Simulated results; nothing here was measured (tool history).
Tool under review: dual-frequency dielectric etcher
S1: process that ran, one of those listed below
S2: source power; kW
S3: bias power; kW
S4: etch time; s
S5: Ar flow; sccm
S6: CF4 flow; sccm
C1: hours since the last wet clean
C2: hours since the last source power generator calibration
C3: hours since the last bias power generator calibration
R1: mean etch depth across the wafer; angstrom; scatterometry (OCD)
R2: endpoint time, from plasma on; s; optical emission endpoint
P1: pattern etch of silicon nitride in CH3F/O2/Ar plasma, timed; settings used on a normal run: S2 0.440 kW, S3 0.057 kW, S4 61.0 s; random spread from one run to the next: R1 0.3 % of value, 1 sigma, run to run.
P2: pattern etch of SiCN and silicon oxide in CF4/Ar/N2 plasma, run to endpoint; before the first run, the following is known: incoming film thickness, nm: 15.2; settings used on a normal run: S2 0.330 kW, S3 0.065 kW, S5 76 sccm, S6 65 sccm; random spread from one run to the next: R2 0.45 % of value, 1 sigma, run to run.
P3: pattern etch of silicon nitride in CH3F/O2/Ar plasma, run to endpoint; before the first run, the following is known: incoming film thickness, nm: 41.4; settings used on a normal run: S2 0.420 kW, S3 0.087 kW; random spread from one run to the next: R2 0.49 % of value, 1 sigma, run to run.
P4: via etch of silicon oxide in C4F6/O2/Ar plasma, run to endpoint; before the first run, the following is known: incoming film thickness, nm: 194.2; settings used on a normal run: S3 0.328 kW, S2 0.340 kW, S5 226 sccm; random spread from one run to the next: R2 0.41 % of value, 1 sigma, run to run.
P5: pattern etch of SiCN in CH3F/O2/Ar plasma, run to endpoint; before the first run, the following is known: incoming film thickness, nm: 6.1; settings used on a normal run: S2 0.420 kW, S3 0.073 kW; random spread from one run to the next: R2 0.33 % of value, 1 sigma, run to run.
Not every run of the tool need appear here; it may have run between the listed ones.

run 1 hour=5.6 | S1=P1 S2=0.440 S3=0.057 S4=61.0 | C1=157.4 C2=1726.0 C3=2045.3 | R1=397.78
run 2 hour=15.6 | S1=P2 S2=0.330 S3=0.065 S5=45 S6=65 | C1=167.4 C2=1736.0 C3=2055.3 | R2=21.803
run 3 hour=22.3 | S1=P2 S2=0.260 S3=0.065 S5=76 S6=65 | C1=174.1 C2=1742.7 C3=2062.0 | R2=28.821
run 4 hour=31.6 | S1=P1 S2=0.440 S3=0.077 S4=61.0 | C1=183.4 C2=1752.0 C3=2071.3 | R1=439.66
-- hour=33.6 wet clean of the chamber
run 5 hour=40.7 | S1=P5 S2=0.420 S3=0.102 | C1=7.1 C2=1761.1 C3=2080.4 | R2=14.082
run 6 hour=48.5 | S1=P3 S2=0.420 S3=0.087 | C1=14.9 C2=1768.9 C3=2088.2 | R2=55.564
run 7 hour=54.9 | S1=P2 S2=0.330 S3=0.065 S5=76 S6=92 | C1=21.3 C2=1775.3 C3=2094.6 | R2=22.281
run 8 hour=60.7 | S1=P1 S2=0.440 S3=0.035 S4=61.0 | C1=27.1 C2=1781.1 C3=2100.4 | R1=342.68
run 9 hour=68.5 | S1=P2 S2=0.330 S3=0.080 S5=76 S6=65 | C1=34.9 C2=1788.9 C3=2108.2 | R2=21.636
run 10 hour=74.7 | S1=P3 S2=0.420 S3=0.122 | C1=41.1 C2=1795.1 C3=2114.4 | R2=48.723
run 11 hour=80.6 | S1=P2 S2=0.330 S3=0.065 S5=76 S6=65 | C1=47.0 C2=1801.0 C3=2120.3 | R2=23.172
run 12 hour=89.7 | S1=P4 S2=0.340 S3=0.328 S5=182 | C1=56.1 C2=1810.1 C3=2129.4 | R2=50.016
run 13 hour=97.5 | S1=P1 S2=0.600 S3=0.057 S4=61.0 | C1=63.9 C2=1817.9 C3=2137.2 | R1=446.16
run 14 hour=105.5 | S1=P1 S2=0.440 S3=0.057 S4=61.0 | C1=71.9 C2=1825.9 C3=2145.2 | R1=397.06
run 15 hour=113.0 | S1=P4 S2=0.340 S3=0.328 S5=226 | C1=79.4 C2=1833.4 C3=2152.7 | R2=51.448
run 16 hour=124.3 | S1=P4 S2=0.340 S3=0.410 S5=226 | C1=90.7 C2=1844.7 C3=2164.0 | R2=47.591
run 17 hour=130.2 | S1=P1 S2=0.440 S3=0.057 S4=83.5 | C1=96.6 C2=1850.6 C3=2169.9 | R1=543.30
run 18 hour=141.1 | S1=P5 S2=0.420 S3=0.073 | C1=107.5 C2=1861.5 C3=2180.8 | R2=15.924
run 19 hour=146.5 | S1=P1 S2=0.340 S3=0.057 S4=61.0 | C1=112.9 C2=1866.9 C3=2186.2 | R1=359.91
run 20 hour=156.2 | S1=P5 S2=0.540 S3=0.073 | C1=122.6 C2=1876.6 C3=2195.9 | R2=14.529
run 21 hour=166.6 | S1=P1 S2=0.290 S3=0.036 S4=61.0 | C1=133.0 C2=1887.0 C3=2206.3 | R1=292.74
run 22 hour=176.5 | S1=P3 S2=0.280 S3=0.087 | C1=142.9 C2=1896.9 C3=2216.2 | R2=64.120
run 23 hour=183.6 | S1=P3 S2=0.420 S3=0.087 | C1=150.0 C2=1904.0 C3=2223.3 | R2=54.977
run 24 hour=191.4 | S1=P1 S2=0.440 S3=0.057 S4=43.5 | C1=157.8 C2=1911.8 C3=2231.1 | R1=284.39
run 25 hour=198.6 | S1=P4 S2=0.250 S3=0.328 S5=226 | C1=165.0 C2=1919.0 C3=2238.3 | R2=57.808
run 26 hour=209.5 | S1=P1 S2=0.440 S3=0.057 S4=61.0 | C1=175.9 C2=1929.9 C3=2249.2 | R1=395.94
run 27 hour=216.4 | S1=P1 S2=0.440 S3=0.057 S4=61.0 | C1=182.8 C2=1936.8 C3=2256.1 | R1=396.37
run 28 hour=222.5 | S1=P1 S2=0.440 S3=0.057 S4=61.0 | C1=188.9 C2=1942.9 C3=2262.2 | R1=397.18
run 29 hour=232.1 | S1=P1 S2=0.440 S3=0.057 S4=61.0 | C1=198.5 C2=1952.5 C3=2271.8 | R1=393.57
run 30 hour=237.3 | S1=P1 S2=0.440 S3=0.057 S4=61.0 | C1=203.7 C2=1957.7 C3=2277.0 | R1=394.43
run 31 hour=244.2 | S1=P1 S2=0.440 S3=0.057 S4=61.0 | C1=210.6 C2=1964.6 C3=2283.9 | R1=394.68
run 32 hour=252.8 | S1=P1 S2=0.440 S3=0.057 S4=61.0 | C1=219.2 C2=1973.2 C3=2292.5 | R1=393.62
run 33 hour=263.8 | S1=P1 S2=0.440 S3=0.057 S4=61.0 | C1=230.2 C2=1984.2 C3=2303.5 | R1=393.46
run 34 hour=270.5 | S1=P1 S2=0.440 S3=0.057 S4=61.0 | C1=236.9 C2=1990.9 C3=2310.2 | R1=390.76
-- hour=276.3 wet clean of the chamber
run 35 hour=277.9 | S1=P1 S2=0.440 S3=0.057 S4=61.0 | C1=1.7 C2=1998.3 C3=2317.6 | R1=390.84
run 36 hour=284.7 | S1=P1 S2=0.440 S3=0.057 S4=61.0 | C1=8.5 C2=2005.1 C3=2324.4 | R1=388.87
run 37 hour=294.3 | S1=P1 S2=0.440 S3=0.057 S4=61.0 | C1=18.1 C2=2014.7 C3=2334.0 | R1=389.69

The log shows P1 creeping away from where it was. Any of the 2 causes listed here, at the size stated for it, fits the log just as well as the others:
A: bias power that arrives under what is set, % = 4.57
B: source power that arrives under what is set, % = 3.8
The onset of the drift is placed at about hour 222.5.
Other possible causes, and why each is ruled out:
chamber walls in a state that lowers the etch rate, %: work on it at hour 276.3, done after the drift set in, did not restore what the process gave before

Consider the 4 check runs below, whose results appear as question marks and each of which averages 3 wafers. Which one distinguishes the causes, in that each cause would give it a clearly different result?
run check 1 hour=303.9 | S1=P5 S2=0.480 S3=0.101 | R2=?
run check 2 hour=303.9 | S1=P2 S2=0.330 S3=0.065 S5=46 S6=91 | R2=?
run check 3 hour=303.9 | S1=P4 S2=0.270 S3=0.383 S5=226 | R2=?
run check 4 hour=303.9 | S1=P3 S2=0.300 S3=0.112 | R2=?

Predicted outcomes, by check and by cause:
check=check_1 result=R2 if_A=13.700 if_B=13.658
check=check_2 result=R2 if_A=21.402 if_B=21.855
check=check_3 result=R2 if_A=53.822 if_B=53.675
check=check_4 result=R2 if_A=58.156 if_B=57.953
Per-check spread between the two closest causes, in the result where they differ most: check 1 0.31 %; check 2 2.09 %; check 3 0.27 %; check 4 0.35 %
Check 2 is the one run that separates the causes; every other check would come out nearly the same whichever cause is at work.

Check 2 was carried out, with these results: R2 21.458 s. Which of the listed causes is responsible?

The correct cause is A, namely: bias power that arrives under what is set, %.
